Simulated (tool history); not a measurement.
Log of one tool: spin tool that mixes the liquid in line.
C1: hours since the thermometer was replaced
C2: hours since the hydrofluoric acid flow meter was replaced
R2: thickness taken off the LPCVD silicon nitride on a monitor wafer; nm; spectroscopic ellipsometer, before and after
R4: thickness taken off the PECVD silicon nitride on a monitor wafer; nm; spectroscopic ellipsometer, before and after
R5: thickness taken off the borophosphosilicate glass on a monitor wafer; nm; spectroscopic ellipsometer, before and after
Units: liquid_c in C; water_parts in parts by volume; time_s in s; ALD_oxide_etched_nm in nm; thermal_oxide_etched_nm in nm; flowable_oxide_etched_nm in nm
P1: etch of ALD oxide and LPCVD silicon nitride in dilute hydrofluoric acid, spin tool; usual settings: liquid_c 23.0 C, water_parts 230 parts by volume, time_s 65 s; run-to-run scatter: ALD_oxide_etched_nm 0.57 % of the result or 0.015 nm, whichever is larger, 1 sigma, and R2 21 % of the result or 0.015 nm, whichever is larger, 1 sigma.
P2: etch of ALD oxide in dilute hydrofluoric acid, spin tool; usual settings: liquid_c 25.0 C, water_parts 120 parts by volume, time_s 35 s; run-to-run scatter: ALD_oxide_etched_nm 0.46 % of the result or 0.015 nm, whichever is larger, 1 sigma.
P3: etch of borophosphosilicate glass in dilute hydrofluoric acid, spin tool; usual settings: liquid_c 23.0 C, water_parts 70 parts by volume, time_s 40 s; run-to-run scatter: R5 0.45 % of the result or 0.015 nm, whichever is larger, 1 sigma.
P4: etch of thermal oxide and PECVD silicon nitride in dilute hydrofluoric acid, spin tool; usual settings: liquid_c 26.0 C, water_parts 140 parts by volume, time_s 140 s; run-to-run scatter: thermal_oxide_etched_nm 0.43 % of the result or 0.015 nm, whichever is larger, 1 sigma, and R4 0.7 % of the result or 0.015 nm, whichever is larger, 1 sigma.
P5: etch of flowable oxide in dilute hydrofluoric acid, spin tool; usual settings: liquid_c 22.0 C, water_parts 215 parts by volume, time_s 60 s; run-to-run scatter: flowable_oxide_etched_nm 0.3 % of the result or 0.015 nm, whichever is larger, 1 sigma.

Run 1, hour 6.6: process P1, liquid_c 23.0 C, water_parts 230 parts by volume, time_s 65 s; C1 564.1; C2 333.0. Result: ALD_oxide_etched_nm 4.4666 nm, R2 0.121480 nm.
Run 2, hour 13.5: process P4, liquid_c 26.0 C, water_parts 140 parts by volume, time_s 140 s; C1 571.0; C2 339.9. Result: thermal_oxide_etched_nm 4.9135 nm, R4 3.2331 nm.
Run 3, hour 27.1: process P3, liquid_c 23.0 C, water_parts 120 parts by volume, time_s 40 s; C1 584.6; C2 353.5. Result: R5 14.4290 nm.
Run 4, hour 36.9: process P4, liquid_c 20.5 C, water_parts 140 parts by volume, time_s 140 s; C1 594.4; C2 363.3. Result: thermal_oxide_etched_nm 4.0214 nm, R4 2.2676 nm.
Run 5, hour 50.6: process P1, liquid_c 31.5 C, water_parts 230 parts by volume, time_s 65 s; C1 608.1; C2 377.0. Result: ALD_oxide_etched_nm 6.0238 nm, R2 0.209350 nm.
Run 6, hour 62.8: process P1, liquid_c 23.0 C, water_parts 100 parts by volume, time_s 65 s; C1 620.3; C2 389.2. Result: ALD_oxide_etched_nm 11.9900 nm, R2 0.208890 nm.
Run 7, hour 68.9: process P2, liquid_c 25.0 C, water_parts 185 parts by volume, time_s 35 s; C1 626.4; C2 395.3. Result: ALD_oxide_etched_nm 5.6582 nm.
Run 8, hour 76.3: process P1, liquid_c 23.0 C, water_parts 230 parts by volume, time_s 25 s; C1 633.8; C2 402.7. Result: ALD_oxide_etched_nm 1.7630 nm, R2 0.100600 nm.
Run 9, hour 89.0: process P2, liquid_c 21.0 C, water_parts 120 parts by volume, time_s 35 s; C1 646.5; C2 415.4. Result: ALD_oxide_etched_nm 7.9574 nm.
Run 10, hour 96.2: process P3, liquid_c 23.0 C, water_parts 70 parts by volume, time_s 40 s; C1 653.7; C2 422.6. Result: R5 26.1730 nm.
Run 11, hour 109.4: process P1, liquid_c 19.0 C, water_parts 230 parts by volume, time_s 65 s; C1 666.9; C2 435.8. Result: ALD_oxide_etched_nm 3.8782 nm, R2 0.065401 nm.
Run 12, hour 121.4: process P4, liquid_c 26.0 C, water_parts 140 parts by volume, time_s 235 s; C1 678.9; C2 447.8. Result: thermal_oxide_etched_nm 8.3743 nm, R4 5.4264 nm.
Run 13, hour 130.5: process P3, liquid_c 23.0 C, water_parts 70 parts by volume, time_s 40 s; C1 688.0; C2 456.9. Result: R5 26.2710 nm.
Run 14, hour 136.9: process P4, liquid_c 26.0 C, water_parts 25 parts by volume, time_s 140 s; C1 694.4; C2 463.3. Result: thermal_oxide_etched_nm 32.5800 nm, R4 17.5570 nm.
Run 15, hour 147.1: process P3, liquid_c 23.0 C, water_parts 70 parts by volume, time_s 15 s; C1 704.6; C2 473.5. Result: R5 9.7984 nm.
Run 16, hour 154.6: process P1, liquid_c 23.0 C, water_parts 230 parts by volume, time_s 125 s; C1 712.1; C2 481.0. Result: ALD_oxide_etched_nm 8.6874 nm, R2 0.330610 nm.
Run 17, hour 162.3: process P5, liquid_c 22.0 C, water_parts 305 parts by volume, time_s 60 s; C1 719.8; C2 488.7. Result: flowable_oxide_etched_nm 6.2458 nm.
Run 18, hour 173.6: process P5, liquid_c 22.0 C, water_parts 215 parts by volume, time_s 115 s; C1 731.1; C2 500.0. Result: flowable_oxide_etched_nm 18.4470 nm.
Run 19, hour 186.9: process P1, liquid_c 23.0 C, water_parts 410 parts by volume, time_s 65 s; C1 744.4; C2 513.3. Result: ALD_oxide_etched_nm 2.1460 nm, R2 0.049669 nm.
Run 20, hour 198.2: process P5, liquid_c 17.0 C, water_parts 215 parts by volume, time_s 60 s; C1 755.7; C2 524.6. Result: flowable_oxide_etched_nm 7.8787 nm.
Run 21, hour 207.5: process P2, liquid_c 25.0 C, water_parts 120 parts by volume, time_s 35 s; C1 765.0; C2 533.9. Result: ALD_oxide_etched_nm 9.3719 nm.
Run 22, hour 215.3: process P3, liquid_c 29.0 C, water_parts 70 parts by volume, time_s 40 s; C1 772.8; C2 541.7. Result: R5 33.1450 nm.
Run 23, hour 226.5: process P2, liquid_c 25.0 C, water_parts 120 parts by volume, time_s 15 s; C1 784.0; C2 552.9. Result: ALD_oxide_etched_nm 4.0622 nm.
At hour 232.6: hydrofluoric acid flow meter replaced.
Run 24, hour 233.5: process P1, liquid_c 23.0 C, water_parts 230 parts by volume, time_s 65 s; C1 791.0; C2 1.0. Result: ALD_oxide_etched_nm 4.5070 nm, R2 0.114760 nm.
Run 25, hour 247.0: process P1, liquid_c 18.5 C, water_parts 230 parts by volume, time_s 115 s; C1 804.5; C2 14.5. Result: ALD_oxide_etched_nm 6.6737 nm, R2 0.174150 nm.
Run 26, hour 260.0: process P5, liquid_c 22.0 C, water_parts 215 parts by volume, time_s 60 s; C1 817.5; C2 27.5. Result: flowable_oxide_etched_nm 9.5866 nm.
Run 27, hour 267.9: process P1, liquid_c 17.0 C, water_parts 325 parts by volume, time_s 65 s; C1 825.4; C2 35.4. Result: ALD_oxide_etched_nm 2.2920 nm, R2 0.033132 nm.
Run 28, hour 276.7: process P1, liquid_c 23.0 C, water_parts 230 parts by volume, time_s 65 s; C1 834.2; C2 44.2. Result: ALD_oxide_etched_nm 4.4664 nm, R2 0.139760 nm.
Run 29, hour 287.4: process P2, liquid_c 25.0 C, water_parts 120 parts by volume, time_s 35 s; C1 844.9; C2 54.9. Result: ALD_oxide_etched_nm 9.4510 nm.
Run 30, hour 295.9: process P5, liquid_c 22.0 C, water_parts 215 parts by volume, time_s 60 s; C1 853.4; C2 63.4. Result: flowable_oxide_etched_nm 9.5900 nm.
Run 31, hour 307.0: process P1, liquid_c 23.0 C, water_parts 230 parts by volume, time_s 65 s; C1 864.5; C2 74.5. Result: ALD_oxide_etched_nm 4.5519 nm, R2 0.107930 nm.
Run 32, hour 313.3: process P1, liquid_c 18.0 C, water_parts 400 parts by volume, time_s 65 s; C1 870.8; C2 80.8. Result: ALD_oxide_etched_nm 1.8511 nm, R2 0.076096 nm.
Run 33, hour 319.9: process P1, liquid_c 23.0 C, water_parts 230 parts by volume, time_s 65 s; C1 877.4; C2 87.4. Result: ALD_oxide_etched_nm 4.5158 nm, R2 0.097400 nm.
Run 34, hour 331.5: process P1, liquid_c 23.0 C, water_parts 230 parts by volume, time_s 65 s; C1 889.0; C2 99.0. Result: ALD_oxide_etched_nm 4.5923 nm, R2 0.124950 nm.
Run 35, hour 338.8: process P1, liquid_c 23.0 C, water_parts 230 parts by volume, time_s 65 s; C1 896.3; C2 106.3. Result: ALD_oxide_etched_nm 4.6524 nm, R2 0.183850 nm.
Run 36, hour 351.1: process P1, liquid_c 23.0 C, water_parts 230 parts by volume, time_s 65 s; C1 908.6; C2 118.6. Result: ALD_oxide_etched_nm 4.7280 nm, R2 0.122600 nm.
Run 37, hour 362.5: process P1, liquid_c 23.0 C, water_parts 230 parts by volume, time_s 65 s; C1 920.0; C2 130.0. Result: ALD_oxide_etched_nm 4.7530 nm, R2 0.123470 nm.
Run 38, hour 370.4: process P1, liquid_c 23.0 C, water_parts 230 parts by volume, time_s 65 s; C1 927.9; C2 137.9. Result: ALD_oxide_etched_nm 4.8093 nm, R2 0.145690 nm.
Run 39, hour 383.1: process P1, liquid_c 23.0 C, water_parts 230 parts by volume, time_s 65 s; C1 940.6; C2 150.6. Result: ALD_oxide_etched_nm 4.7737 nm, R2 0.183260 nm.
Run 40, hour 391.3: process P1, liquid_c 23.0 C, water_parts 230 parts by volume, time_s 65 s; C1 948.8; C2 158.8. Result: ALD_oxide_etched_nm 4.8067 nm, R2 0.126290 nm.
Run 41, hour 404.5: process P1, liquid_c 23.0 C, water_parts 230 parts by volume, time_s 65 s; C1 962.0; C2 172.0. Result: ALD_oxide_etched_nm 4.8028 nm, R2 0.108740 nm.
Run 42, hour 416.2: process P1, liquid_c 23.0 C, water_parts 230 parts by volume, time_s 65 s; C1 973.7; C2 183.7. Result: ALD_oxide_etched_nm 4.7938 nm, R2 0.148610 nm.

The next listed run, before its measurement:
Run 43, hour 425.7: process P1, liquid_c 23.0 C, water_parts 230 parts by volume, time_s 65 s; C1 983.2; C2 193.2. Result: ALD_oxide_etched_nm ?, R2 ?.

{"run 43": {"ALD_oxide_etched_nm": 4.814, "R2": 0.1082}}
